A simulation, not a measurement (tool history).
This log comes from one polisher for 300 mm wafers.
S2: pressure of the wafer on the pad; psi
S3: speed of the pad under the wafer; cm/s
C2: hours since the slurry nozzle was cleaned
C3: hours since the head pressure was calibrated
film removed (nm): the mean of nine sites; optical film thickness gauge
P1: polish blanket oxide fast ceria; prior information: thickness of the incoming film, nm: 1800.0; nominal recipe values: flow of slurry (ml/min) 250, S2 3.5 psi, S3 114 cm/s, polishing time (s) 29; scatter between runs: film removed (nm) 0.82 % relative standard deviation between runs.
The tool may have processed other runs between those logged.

{"run": 1, "hour": 9.1, "flow of slurry (ml/min)": 250, "S2": 3.5, "S3": 114, "polishing time (s)": 29, "wafers polished on this pad": 224, "C2": 518.6, "C3": 600.4, "film removed (nm)": 695.1}
{"run": 2, "hour": 17.5, "flow of slurry (ml/min)": 250, "S2": 1.8, "S3": 78, "polishing time (s)": 29, "wafers polished on this pad": 329, "C2": 527.0, "C3": 608.8, "film removed (nm)": 245.35}
{"run": 3, "hour": 27.0, "flow of slurry (ml/min)": 250, "S2": 3.5, "S3": 114, "polishing time (s)": 20, "wafers polished on this pad": 449, "C2": 536.5, "C3": 618.3, "film removed (nm)": 471.97}
{"run": 4, "hour": 34.2, "flow of slurry (ml/min)": 250, "S2": 5.2, "S3": 114, "polishing time (s)": 29, "wafers polished on this pad": 539, "C2": 543.7, "C3": 625.5, "film removed (nm)": 1022.0}
{"run": 5, "hour": 43.8, "flow of slurry (ml/min)": 250, "S2": 3.5, "S3": 166, "polishing time (s)": 29, "wafers polished on this pad": 660, "C2": 553.3, "C3": 635.1, "film removed (nm)": 1003.9}
{"run": 6, "hour": 53.6, "flow of slurry (ml/min)": 250, "S2": 3.5, "S3": 114, "polishing time (s)": 29, "wafers polished on this pad": 784, "C2": 563.1, "C3": 644.9, "film removed (nm)": 684.11}
{"run": 7, "hour": 62.8, "flow of slurry (ml/min)": 250, "S2": 1.7, "S3": 114, "polishing time (s)": 29, "wafers polished on this pad": 899, "C2": 572.3, "C3": 654.1, "film removed (nm)": 334.63}
{"run": 8, "hour": 68.1, "flow of slurry (ml/min)": 165, "S2": 3.5, "S3": 114, "polishing time (s)": 29, "wafers polished on this pad": 966, "C2": 577.6, "C3": 659.4, "film removed (nm)": 660.25}
{"run": 9, "hour": 74.6, "flow of slurry (ml/min)": 250, "S2": 3.5, "S3": 52, "polishing time (s)": 29, "wafers polished on this pad": 1048, "C2": 584.1, "C3": 665.9, "film removed (nm)": 319.22}
{"run": 10, "hour": 83.0, "flow of slurry (ml/min)": 250, "S2": 3.5, "S3": 114, "polishing time (s)": 29, "wafers polished on this pad": 1153, "C2": 592.5, "C3": 674.3, "film removed (nm)": 689.42}
{"hour": 84.9, "done": "slurry nozzle cleaned"}
{"run": 11, "hour": 88.2, "flow of slurry (ml/min)": 250, "S2": 3.5, "S3": 114, "polishing time (s)": 29, "wafers polished on this pad": 1219, "C2": 3.4, "C3": 679.5, "film removed (nm)": 695.64}
{"run": 12, "hour": 98.1, "flow of slurry (ml/min)": 250, "S2": 3.5, "S3": 114, "polishing time (s)": 44, "wafers polished on this pad": 1343, "C2": 13.3, "C3": 689.4, "film removed (nm)": 1054.7}
{"run": 13, "hour": 107.3, "flow of slurry (ml/min)": 385, "S2": 3.5, "S3": 114, "polishing time (s)": 29, "wafers polished on this pad": 1459, "C2": 22.5, "C3": 698.6, "film removed (nm)": 723.09}
{"run": 14, "hour": 113.0, "flow of slurry (ml/min)": 250, "S2": 3.5, "S3": 114, "polishing time (s)": 29, "wafers polished on this pad": 1531, "C2": 28.2, "C3": 704.3, "film removed (nm)": 691.78}
{"run": 15, "hour": 121.3, "flow of slurry (ml/min)": 250, "S2": 3.5, "S3": 114, "polishing time (s)": 29, "wafers polished on this pad": 1635, "C2": 36.5, "C3": 712.6, "film removed (nm)": 659.55}
{"run": 16, "hour": 126.4, "flow of slurry (ml/min)": 250, "S2": 3.5, "S3": 114, "polishing time (s)": 29, "wafers polished on this pad": 1699, "C2": 41.6, "C3": 717.7, "film removed (nm)": 653.22}
{"run": 17, "hour": 132.0, "flow of slurry (ml/min)": 250, "S2": 3.5, "S3": 114, "polishing time (s)": 29, "wafers polished on this pad": 1770, "C2": 47.2, "C3": 723.3, "film removed (nm)": 652.17}
{"hour": 136.1, "done": "head pressure recalibrated"}
{"run": 18, "hour": 136.8, "flow of slurry (ml/min)": 250, "S2": 3.5, "S3": 114, "polishing time (s)": 29, "wafers polished on this pad": 1830, "C2": 52.0, "C3": 0.8, "film removed (nm)": 653.93}

Forecast run 19:
{"run": 19, "hour": 142.0, "flow of slurry (ml/min)": 250, "S2": 3.5, "S3": 114, "polishing time (s)": 29, "wafers polished on this pad": 1896, "C2": 57.2, "C3": 6.0, "film removed (nm)": "?"}

Run 19 yielded film removed (nm) 656.17.
